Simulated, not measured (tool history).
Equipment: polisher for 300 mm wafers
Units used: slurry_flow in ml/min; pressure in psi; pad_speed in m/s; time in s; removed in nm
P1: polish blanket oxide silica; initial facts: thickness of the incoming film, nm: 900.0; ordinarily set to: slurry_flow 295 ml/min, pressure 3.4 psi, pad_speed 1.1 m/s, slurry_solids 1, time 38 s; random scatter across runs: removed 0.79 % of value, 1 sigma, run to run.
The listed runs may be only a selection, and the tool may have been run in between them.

Run 1, hour 7.3: slurry_flow 295 ml/min, pressure 3.4 psi, pad_speed 1.1 m/s, slurry_solids 1, time 38 s. Result: removed 103.03 nm.
Run 2, hour 16.6: slurry_flow 295 ml/min, pressure 3.4 psi, pad_speed 1.1 m/s, slurry_solids 1.4, time 38 s. Result: removed 117 nm.
Run 3, hour 25.3: slurry_flow 295 ml/min, pressure 3.4 psi, pad_speed 1.1 m/s, slurry_solids 1, time 38 s. Result: removed 100.84 nm.
Run 4, hour 31.7: slurry_flow 430 ml/min, pressure 3.4 psi, pad_speed 1.1 m/s, slurry_solids 1, time 38 s. Result: removed 105.9 nm.
Run 5, hour 39.2: slurry_flow 295 ml/min, pressure 3.4 psi, pad_speed 1.1 m/s, slurry_solids 1, time 48 s. Result: removed 129.41 nm.
Run 6, hour 46.4: slurry_flow 295 ml/min, pressure 3.4 psi, pad_speed 1.1 m/s, slurry_solids 0.55, time 38 s. Result: removed 74.675 nm.
Run 7, hour 53.8: slurry_flow 295 ml/min, pressure 3.4 psi, pad_speed 0.5 m/s, slurry_solids 1, time 38 s. Result: removed 54.707 nm.
Run 8, hour 62.4: slurry_flow 295 ml/min, pressure 3.4 psi, pad_speed 1.7 m/s, slurry_solids 1, time 38 s. Result: removed 144.82 nm.
Run 9, hour 66.9: slurry_flow 295 ml/min, pressure 3.4 psi, pad_speed 1.1 m/s, slurry_solids 1, time 38 s. Result: removed 102.08 nm.
Run 10, hour 75: slurry_flow 175 ml/min, pressure 3.4 psi, pad_speed 1.1 m/s, slurry_solids 1, time 38 s. Result: removed 95.774 nm.
Run 11, hour 82.2: slurry_flow 295 ml/min, pressure 5 psi, pad_speed 1.1 m/s, slurry_solids 1, time 38 s. Result: removed 149.38 nm.
Run 12, hour 89.7: slurry_flow 295 ml/min, pressure 3.4 psi, pad_speed 0.8 m/s, slurry_solids 0.8, time 38 s. Result: removed 70.152 nm.
Run 13, hour 97.5: slurry_flow 295 ml/min, pressure 1.5 psi, pad_speed 1.1 m/s, slurry_solids 1, time 38 s. Result: removed 45.48 nm.
Run 14, hour 106.7: slurry_flow 295 ml/min, pressure 3.4 psi, pad_speed 1.1 m/s, slurry_solids 1, time 18 s. Result: removed 48.266 nm.
Run 15, hour 116.1: slurry_flow 295 ml/min, pressure 3.4 psi, pad_speed 1.1 m/s, slurry_solids 1, time 38 s. Result: removed 103.1 nm.
Run 16, hour 120.4: slurry_flow 295 ml/min, pressure 3.4 psi, pad_speed 1.1 m/s, slurry_solids 1, time 38 s. Result: removed 102.45 nm.
Run 17, hour 124.7: slurry_flow 295 ml/min, pressure 3.4 psi, pad_speed 1.1 m/s, slurry_solids 1, time 38 s. Result: removed 101.06 nm.
Run 18, hour 130.3: slurry_flow 295 ml/min, pressure 3.4 psi, pad_speed 1.1 m/s, slurry_solids 1, time 38 s. Result: removed 97.912 nm.
Run 19, hour 138.8: slurry_flow 295 ml/min, pressure 3.4 psi, pad_speed 1.1 m/s, slurry_solids 1, time 38 s. Result: removed 94.36 nm.
At hour 143.1: head pressure recalibrated.
Run 20, hour 144.8: slurry_flow 295 ml/min, pressure 3.4 psi, pad_speed 1.1 m/s, slurry_solids 1, time 38 s. Result: removed 91.833 nm.
Run 21, hour 151.8: slurry_flow 295 ml/min, pressure 3.4 psi, pad_speed 1.1 m/s, slurry_solids 1, time 38 s. Result: removed 90.905 nm.
At hour 153.4: slurry nozzle cleaned.
Run 22, hour 157.1: slurry_flow 295 ml/min, pressure 3.4 psi, pad_speed 1.1 m/s, slurry_solids 1, time 38 s. Result: removed 91.936 nm.
At hour 157.8: conditioning disc replaced and pad reconditioned.
Run 23, hour 161.9: slurry_flow 295 ml/min, pressure 3.4 psi, pad_speed 1.1 m/s, slurry_solids 1, time 38 s. Result: removed 90.766 nm.

Run 24, settings as shown, results not yet in. Your forecast:
Run 24, hour 170.8: slurry_flow 295 ml/min, pressure 3.4 psi, pad_speed 1.1 m/s, slurry_solids 1, time 38 s. Result: removed ?.

Run 24 yielded removed 90.544 nm.

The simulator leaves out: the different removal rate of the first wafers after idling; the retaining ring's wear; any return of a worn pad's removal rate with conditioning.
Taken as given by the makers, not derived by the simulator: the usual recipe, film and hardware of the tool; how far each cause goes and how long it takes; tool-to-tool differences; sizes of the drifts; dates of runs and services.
